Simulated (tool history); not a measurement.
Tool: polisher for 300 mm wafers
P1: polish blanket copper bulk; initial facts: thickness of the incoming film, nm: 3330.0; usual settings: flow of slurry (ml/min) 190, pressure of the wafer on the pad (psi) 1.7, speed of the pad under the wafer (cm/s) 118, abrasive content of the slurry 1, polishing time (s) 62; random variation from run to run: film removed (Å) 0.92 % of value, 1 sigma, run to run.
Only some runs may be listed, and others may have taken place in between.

run   hour  flow of slurry (ml/min)  pressure of the wafer on the pad (psi)  speed of the pad under the wafer (cm/s)  abrasive content of the slurry  polishing time (s)  wafers polished on this pad  hours since the slurry nozzle was cleaned  hours since the head pressure was calibrated  hours since the slurry blender was calibrated  film removed (Å)
  1    7.6                      190                                     1.7                                      118                               1                  62                          227                                       63.4                                           701                                             37              4089
  2   19.1                      190                                     1.7                                      118                            1.45                  62                          387                                       74.9                                         712.5                                           48.5            4551.1
  3   27.7                      190                                     2.4                                      118                               1                  62                          507                                       83.5                                         721.1                                           57.1            5943.6
  4   36.3                      190                                     1.7                                       54                               1                  62                          627                                       92.1                                         729.7                                           65.7              1888
  5   50.3                      115                                     1.7                                      118                               1                  62                          822                                      106.1                                         743.7                                           79.7            3846.3
  6   65.1                      280                                     1.7                                      118                               1                  62                         1028                                      120.9                                         758.5                                           94.5            4356.2
  7   79.3                      190                                     1.7                                      118                               1                  62                         1226                                      135.1                                         772.7                                          108.7            4086.8
  8   89.1                      190                                     1.7                                      118                               1                  82                         1363                                      144.9                                         782.5                                          118.5            5475.9
      98.7  -- slurry nozzle cleaned
  9  100.6                      190                                     1.7                                      118                               1                  62                         1523                                          2                                           794                                            130            4103.9
 10  112.4                      190                                     1.7                                      118                               1                  62                         1687                                       13.8                                         805.8                                          141.8              4167
 11  125.5                      190                                     1.7                                      118                               1                  62                         1870                                       26.9                                         818.9                                          154.9              4163
 12  138.4                      190                                     1.7                                      118                             0.6                  62                         2050                                       39.8                                         831.8                                          167.8            3726.4
 13  146.9                      190                                     1.7                                      170                               1                  62                         2168                                       48.3                                         840.3                                          176.3            6017.1
 14  160.8                      190                                     1.7                                      118                               1                  33                         2362                                       62.2                                         854.2                                          190.2            2240.2
 15  172.7                      190                                     2.3                                      118                               1                  78                         2528                                       74.1                                         866.1                                          202.1            7110.4
 16  183.9                      190                                     1.7                                      118                               1                  62                         2684                                       85.3                                         877.3                                          213.3            4097.6
 17  194.8                      190                                     0.9                                      118                               1                  62                         2836                                       96.2                                         888.2                                          224.2            2176.8
 18  206.9                      190                                     1.7                                      118                               1                  62                         3004                                      108.3                                         900.3                                          236.3            4174.6
 19  221.1                      190                                     1.7                                      118                               1                  62                         3202                                      122.5                                         914.5                                          250.5            4044.8

Run 20 is up next; what results do you expect?
 20  228.9                      190                                     1.7                                      118                               1                  62                         3311                                      130.3                                         922.3                                          258.3                 ?

film removed (Å): 4077

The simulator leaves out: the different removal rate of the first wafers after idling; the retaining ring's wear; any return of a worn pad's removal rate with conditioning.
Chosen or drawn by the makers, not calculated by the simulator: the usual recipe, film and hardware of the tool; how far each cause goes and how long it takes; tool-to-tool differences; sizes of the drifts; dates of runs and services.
